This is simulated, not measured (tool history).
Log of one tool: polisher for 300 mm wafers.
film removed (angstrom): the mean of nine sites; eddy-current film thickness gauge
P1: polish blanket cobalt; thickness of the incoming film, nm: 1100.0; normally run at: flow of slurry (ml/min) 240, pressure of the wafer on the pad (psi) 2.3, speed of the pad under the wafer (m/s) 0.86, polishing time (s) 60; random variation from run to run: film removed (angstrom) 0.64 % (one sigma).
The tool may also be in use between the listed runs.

| run | hour | flow of slurry (ml/min) | pressure of the wafer on the pad (psi) | speed of the pad under the wafer (m/s) | polishing time (s) | wafers polished on this pad | hours since the slurry nozzle was cleaned | hours since the head pressure was calibrated | film removed (angstrom) |
|---|---|---|---|---|---|---|---|---|---|
| 1 | 5.4 | 240 | 2.3 | 0.86 | 60 | 713 | 204.3 | 382.2 | 3224.9 |
| 2 | 9.7 | 240 | 3.4 | 0.86 | 40 | 758 | 208.6 | 386.5 | 3138.4 |
| 3 | 12.4 | 240 | 2.3 | 0.86 | 60 | 787 | 211.3 | 389.2 | 3219.7 |
| 4 | 17.1 | 240 | 3.4 | 0.86 | 60 | 836 | 216 | 393.9 | 4725.5 |
| 5 | 22.7 | 240 | 2.3 | 1.32 | 60 | 894 | 221.6 | 399.5 | 4908.8 |
|  | 24.7 | worn pad replaced by a new one |
| 6 | 27.2 | 150 | 2.3 | 0.58 | 60 | 27 | 226.1 | 404 | 2008.3 |
| 7 | 31.7 | 240 | 2.3 | 0.86 | 42 | 74 | 230.6 | 408.5 | 2230 |
| 8 | 36.9 | 240 | 2.3 | 0.86 | 60 | 128 | 235.8 | 413.7 | 3214.1 |
| 9 | 39.5 | 240 | 2.3 | 0.86 | 60 | 155 | 238.4 | 416.3 | 3164.2 |
| 10 | 44.7 | 240 | 2.3 | 0.86 | 60 | 210 | 243.6 | 421.5 | 3217.8 |
| 11 | 50.6 | 315 | 2.3 | 0.86 | 60 | 271 | 249.5 | 427.4 | 3262.9 |
| 12 | 54.1 | 240 | 1.5 | 0.86 | 60 | 308 | 253 | 430.9 | 2051.4 |
| 13 | 57.7 | 145 | 2.3 | 0.86 | 60 | 346 | 256.6 | 434.5 | 2979.3 |
| 14 | 60.9 | 240 | 2.3 | 0.46 | 60 | 379 | 259.8 | 437.7 | 1692 |
| 15 | 64.7 | 240 | 2.3 | 0.86 | 60 | 419 | 263.6 | 441.5 | 3187.3 |
| 16 | 70.3 | 240 | 2.3 | 0.86 | 60 | 478 | 269.2 | 447.1 | 3145.9 |
| 17 | 74.5 | 300 | 2.3 | 1.22 | 60 | 522 | 273.4 | 451.3 | 4650.6 |
| 18 | 77.6 | 240 | 2.3 | 0.86 | 79 | 554 | 276.5 | 454.4 | 4247.4 |
| 19 | 82.9 | 240 | 2.3 | 0.86 | 60 | 609 | 281.8 | 459.7 | 3223.2 |
| 20 | 86.8 | 240 | 2.3 | 0.86 | 60 | 650 | 285.7 | 463.6 | 3138.7 |
| 21 | 90.1 | 240 | 2.3 | 0.86 | 60 | 685 | 289 | 466.9 | 3116.7 |
| 22 | 92.8 | 240 | 2.3 | 0.86 | 60 | 713 | 291.7 | 469.6 | 3085.2 |
| 23 | 95.5 | 240 | 2.3 | 0.86 | 60 | 741 | 294.4 | 472.3 | 3089.7 |
| 24 | 98.1 | 240 | 2.3 | 0.86 | 60 | 769 | 297 | 474.9 | 3112.5 |
| 25 | 100.9 | 240 | 2.3 | 0.86 | 60 | 798 | 299.8 | 477.7 | 3021.7 |
| 26 | 104.1 | 240 | 2.3 | 0.86 | 60 | 831 | 303 | 480.9 | 3024.7 |
| 27 | 108.9 | 240 | 2.3 | 0.86 | 60 | 882 | 307.8 | 485.7 | 3003.9 |
|  | 112.1 | worn pad replaced by a new one |
| 28 | 113.1 | 240 | 2.3 | 0.86 | 60 | 10 | 312 | 489.9 | 3002 |
| 29 | 117.4 | 240 | 2.3 | 0.86 | 60 | 55 | 316.3 | 494.2 | 2963.2 |
| 30 | 123.2 | 240 | 2.3 | 0.86 | 60 | 116 | 322.1 | 500 | 3011 |

What P1 gives has crept away from where it was. These 2 causes fit the log equally well, each at the size given:
A: head's pressure below its setpoint, % = 5.81
B: slurry flow missing at the pad, % = 35.4
The creep began at about hour 82.9.
Why every other cause is out:
removal rate lost through wear of the pad, %: serviced at hour 112.1, which brought nothing back

4 check runs are offered, each on 5 wafers whose results are averaged, their results left as question marks. Which one tells the causes apart?
| check 1 | 129 | 240 | 1.8 | 0.86 | 60 |  |  |  | ? |
| check 2 | 129 | 165 | 1.6 | 0.86 | 60 |  |  |  | ? |
| check 3 | 129 | 240 | 2.3 | 1.22 | 60 |  |  |  | ? |
| check 4 | 129 | 240 | 2.3 | 0.5 | 60 |  |  |  | ? |

What each check would give under each cause:
| check | result | if A | if B |
|---|---|---|---|
| check 1 | film removed (angstrom) | 2351.8 | 2351.7 |
| check 2 | film removed (angstrom) | 1989 | 1940.2 |
| check 3 | film removed (angstrom) | 4263.1 | 4262.9 |
| check 4 | film removed (angstrom) | 1747.2 | 1747.1 |
How far apart the two closest causes lie, in the result that separates them most: check 1 0 %; check 2 2.48 %; check 3 0 %; check 4 0 %
Only check 2 tells the causes apart: in the others they would give nearly the same result.

Check 2 was then run and gave: film removed (angstrom) 1951.4. Which cause is it?

It is B: slurry flow missing at the pad, %.

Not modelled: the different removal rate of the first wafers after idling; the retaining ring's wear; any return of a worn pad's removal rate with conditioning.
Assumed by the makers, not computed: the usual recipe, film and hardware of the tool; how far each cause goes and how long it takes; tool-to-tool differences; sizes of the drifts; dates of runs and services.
